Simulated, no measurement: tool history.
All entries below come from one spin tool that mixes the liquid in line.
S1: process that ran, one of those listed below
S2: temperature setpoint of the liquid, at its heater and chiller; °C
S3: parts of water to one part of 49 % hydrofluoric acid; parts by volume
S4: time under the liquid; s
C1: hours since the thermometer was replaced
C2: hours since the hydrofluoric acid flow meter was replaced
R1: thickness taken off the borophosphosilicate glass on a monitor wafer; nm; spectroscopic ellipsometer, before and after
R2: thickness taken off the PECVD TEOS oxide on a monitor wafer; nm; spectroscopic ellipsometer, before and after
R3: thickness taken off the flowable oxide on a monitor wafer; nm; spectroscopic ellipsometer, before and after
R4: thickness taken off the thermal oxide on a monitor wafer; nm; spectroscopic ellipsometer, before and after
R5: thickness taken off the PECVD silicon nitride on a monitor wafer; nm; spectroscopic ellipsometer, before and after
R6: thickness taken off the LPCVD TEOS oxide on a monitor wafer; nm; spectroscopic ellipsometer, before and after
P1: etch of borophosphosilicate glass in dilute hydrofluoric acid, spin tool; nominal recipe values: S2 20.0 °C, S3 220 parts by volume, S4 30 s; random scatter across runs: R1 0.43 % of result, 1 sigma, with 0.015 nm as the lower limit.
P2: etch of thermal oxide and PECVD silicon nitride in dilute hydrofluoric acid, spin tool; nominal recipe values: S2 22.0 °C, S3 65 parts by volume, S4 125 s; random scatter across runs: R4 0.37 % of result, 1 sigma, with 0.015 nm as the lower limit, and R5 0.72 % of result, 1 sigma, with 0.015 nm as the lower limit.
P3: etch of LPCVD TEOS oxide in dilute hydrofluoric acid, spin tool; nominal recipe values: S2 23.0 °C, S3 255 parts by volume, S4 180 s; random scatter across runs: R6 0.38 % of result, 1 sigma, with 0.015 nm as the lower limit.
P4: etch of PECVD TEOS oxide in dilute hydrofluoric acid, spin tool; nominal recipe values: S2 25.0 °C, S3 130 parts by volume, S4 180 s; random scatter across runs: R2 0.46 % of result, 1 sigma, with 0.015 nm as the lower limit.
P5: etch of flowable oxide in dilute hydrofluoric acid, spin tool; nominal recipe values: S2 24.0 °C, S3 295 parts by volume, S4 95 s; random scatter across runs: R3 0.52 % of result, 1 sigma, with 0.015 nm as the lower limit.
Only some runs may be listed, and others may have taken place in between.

Run 1, day 0.308: S1 P1, S2 20.0 °C, S3 220 parts by volume, S4 30 s; C1 670.0; C2 555.9. Result: R1 5.3345 nm.
Run 2, day 0.538: S1 P1, S2 20.0 °C, S3 300 parts by volume, S4 15 s; C1 675.5; C2 561.4. Result: R1 1.8193 nm.
Run 3, day 0.838: S1 P4, S2 25.0 °C, S3 130 parts by volume, S4 180 s; C1 682.7; C2 568.6. Result: R2 17.093 nm.
Run 4, day 1.133: S1 P5, S2 24.0 °C, S3 295 parts by volume, S4 95 s; C1 689.8; C2 575.7. Result: R3 9.0993 nm.
Run 5, day 1.308: S1 P2, S2 26.0 °C, S3 65 parts by volume, S4 125 s; C1 694.0; C2 579.9. Result: R4 10.0150 nm, R5 3.5952 nm.
Run 6, day 1.542: S1 P1, S2 23.5 °C, S3 220 parts by volume, S4 30 s; C1 699.6; C2 585.5. Result: R1 6.0449 nm.
Run 7, day 1.721: S1 P3, S2 23.0 °C, S3 255 parts by volume, S4 295 s; C1 703.9; C2 589.8. Result: R6 26.419 nm.
Run 8, day 2.067: S1 P5, S2 24.0 °C, S3 295 parts by volume, S4 95 s; C1 712.2; C2 598.1. Result: R3 9.2218 nm.
Run 9, day 2.242: S1 P1, S2 20.0 °C, S3 220 parts by volume, S4 30 s; C1 716.4; C2 602.3. Result: R1 5.3621 nm.
Run 10, day 2.442: S1 P2, S2 22.0 °C, S3 105 parts by volume, S4 125 s; C1 721.2; C2 607.1. Result: R4 4.9421 nm, R5 1.7581 nm.
Run 11, day 2.612: S1 P2, S2 22.0 °C, S3 65 parts by volume, S4 125 s; C1 725.3; C2 611.2. Result: R4 8.4440 nm, R5 2.7972 nm.
Run 12, day 2.917: S1 P1, S2 20.0 °C, S3 335 parts by volume, S4 30 s; C1 732.6; C2 618.5. Result: R1 3.1507 nm.
Run 13, day 3.204: S1 P1, S2 20.0 °C, S3 110 parts by volume, S4 30 s; C1 739.5; C2 625.4. Result: R1 11.9370 nm.
Run 14, day 3.496: S1 P1, S2 20.0 °C, S3 220 parts by volume, S4 15 s; C1 746.5; C2 632.4. Result: R1 2.6755 nm.
Run 15, day 3.721: S1 P5, S2 24.0 °C, S3 295 parts by volume, S4 155 s; C1 751.9; C2 637.8. Result: R3 14.9450 nm.
Run 16, day 3.967: S1 P4, S2 33.0 °C, S3 130 parts by volume, S4 180 s; C1 757.8; C2 643.7. Result: R2 23.158 nm.
Run 17, day 4.242: S1 P5, S2 30.0 °C, S3 295 parts by volume, S4 95 s; C1 764.4; C2 650.3. Result: R3 11.2680 nm.
Run 18, day 4.525: S1 P2, S2 22.0 °C, S3 65 parts by volume, S4 230 s; C1 771.2; C2 657.1. Result: R4 15.5210 nm, R5 5.1272 nm.
Run 19, day 4.838: S1 P1, S2 20.0 °C, S3 220 parts by volume, S4 30 s; C1 778.7; C2 664.6. Result: R1 5.3281 nm.
Run 20, day 5.154: S1 P3, S2 23.0 °C, S3 155 parts by volume, S4 180 s; C1 786.3; C2 672.2. Result: R6 29.307 nm.
Run 21, day 5.492: S1 P3, S2 28.0 °C, S3 255 parts by volume, S4 180 s; C1 794.4; C2 680.3. Result: R6 19.164 nm.
Run 22, day 5.708: S1 P5, S2 24.0 °C, S3 180 parts by volume, S4 95 s; C1 799.6; C2 685.5. Result: R3 16.9420 nm.
Run 23, day 5.871: S1 P1, S2 17.0 °C, S3 220 parts by volume, S4 30 s; C1 803.5; C2 689.4. Result: R1 4.7778 nm.
Run 24, day 6.042: S1 P4, S2 25.0 °C, S3 195 parts by volume, S4 180 s; C1 807.6; C2 693.5. Result: R2 10.654 nm.
Run 25, day 6.396: S1 P1, S2 20.0 °C, S3 220 parts by volume, S4 30 s; C1 816.1; C2 702.0. Result: R1 5.3211 nm.
Run 26, day 6.683: S1 P3, S2 23.0 °C, S3 255 parts by volume, S4 180 s; C1 823.0; C2 708.9. Result: R6 16.051 nm.
At day 6.804: thermometer replaced.
Run 27, day 6.917: S1 P1, S2 20.0 °C, S3 220 parts by volume, S4 30 s; C1 2.8; C2 714.5. Result: R1 5.3489 nm.
Run 28, day 7.283: S1 P1, S2 20.0 °C, S3 220 parts by volume, S4 55 s; C1 11.6; C2 723.3. Result: R1 9.7548 nm.
Run 29, day 7.650: S1 P4, S2 25.0 °C, S3 130 parts by volume, S4 180 s; C1 20.4; C2 732.1. Result: R2 17.259 nm.
Run 30, day 7.942: S1 P1, S2 20.0 °C, S3 220 parts by volume, S4 30 s; C1 27.4; C2 739.1. Result: R1 5.3385 nm.
Run 31, day 8.296: S1 P4, S2 25.0 °C, S3 130 parts by volume, S4 285 s; C1 35.9; C2 747.6. Result: R2 27.265 nm.
Run 32, day 8.521: S1 P1, S2 20.0 °C, S3 220 parts by volume, S4 30 s; C1 41.3; C2 753.0. Result: R1 5.3358 nm.
Run 33, day 8.758: S1 P1, S2 20.0 °C, S3 220 parts by volume, S4 30 s; C1 47.0; C2 758.7. Result: R1 5.5485 nm.
Run 34, day 8.946: S1 P1, S2 20.0 °C, S3 220 parts by volume, S4 30 s; C1 51.5; C2 763.2. Result: R1 5.6223 nm.
Run 35, day 9.267: S1 P1, S2 20.0 °C, S3 220 parts by volume, S4 30 s; C1 59.2; C2 770.9. Result: R1 5.7221 nm.
Run 36, day 9.475: S1 P1, S2 20.0 °C, S3 220 parts by volume, S4 30 s; C1 64.2; C2 775.9. Result: R1 5.8081 nm.
Run 37, day 9.721: S1 P1, S2 20.0 °C, S3 220 parts by volume, S4 30 s; C1 70.1; C2 781.8. Result: R1 5.7981 nm.
Run 38, day 10.000: S1 P1, S2 20.0 °C, S3 220 parts by volume, S4 30 s; C1 76.8; C2 788.5. Result: R1 5.7611 nm.
Run 39, day 10.358: S1 P1, S2 20.0 °C, S3 220 parts by volume, S4 30 s; C1 85.4; C2 797.1. Result: R1 5.8173 nm.
Run 40, day 10.583: S1 P1, S2 20.0 °C, S3 220 parts by volume, S4 30 s; C1 90.8; C2 802.5. Result: R1 5.8512 nm.

The log shows P1 creeping away from where it was. Any of the 2 causes listed here, at the size stated for it, fits the log just as well as the others:
A: hydrofluoric acid flow above the setpoint (%) = 7.43
B: liquid hotter than its thermometer reads (K) = 2.3
The onset of the drift is placed at about day 8.521.

Below are 4 check runs, each on a single wafer, with their results shown as question marks. Which of them would tell the listed causes apart, meaning the causes would give clearly different results under it?
Run check 1, day 10.808: S1 P2, S2 22.0 °C, S3 65 parts by volume, S4 125 s. Result: R4 ?, R5 ?.
Run check 2, day 10.808: S1 P5, S2 24.0 °C, S3 295 parts by volume, S4 95 s. Result: R3 ?.
Run check 3, day 10.808: S1 P3, S2 23.0 °C, S3 255 parts by volume, S4 180 s. Result: R6 ?.
Run check 4, day 10.808: S1 P4, S2 25.0 °C, S3 130 parts by volume, S4 180 s. Result: R2 ?.

What each check would give under each cause:
  check  result     if A    if B
check 1      R4   9.1244  9.2797
check 1      R5   2.9728  3.2360
check 2      R3  10.0580  9.9297
check 3      R6   17.599  17.469
check 4      R2   18.702  18.792
How far apart the two closest causes lie, in the result that separates them most: check 1 8.48 %; check 2 1.28 %; check 3 0.74 %; check 4 0.48 %
The other checks would show nearly matching results whichever cause is true, so check 1 is the only one that separates the causes.

Here is what check 1 returned: R4 9.2736 nm; R5 3.2201 nm. Which cause is it?

It is B: liquid hotter than its thermometer reads (K).

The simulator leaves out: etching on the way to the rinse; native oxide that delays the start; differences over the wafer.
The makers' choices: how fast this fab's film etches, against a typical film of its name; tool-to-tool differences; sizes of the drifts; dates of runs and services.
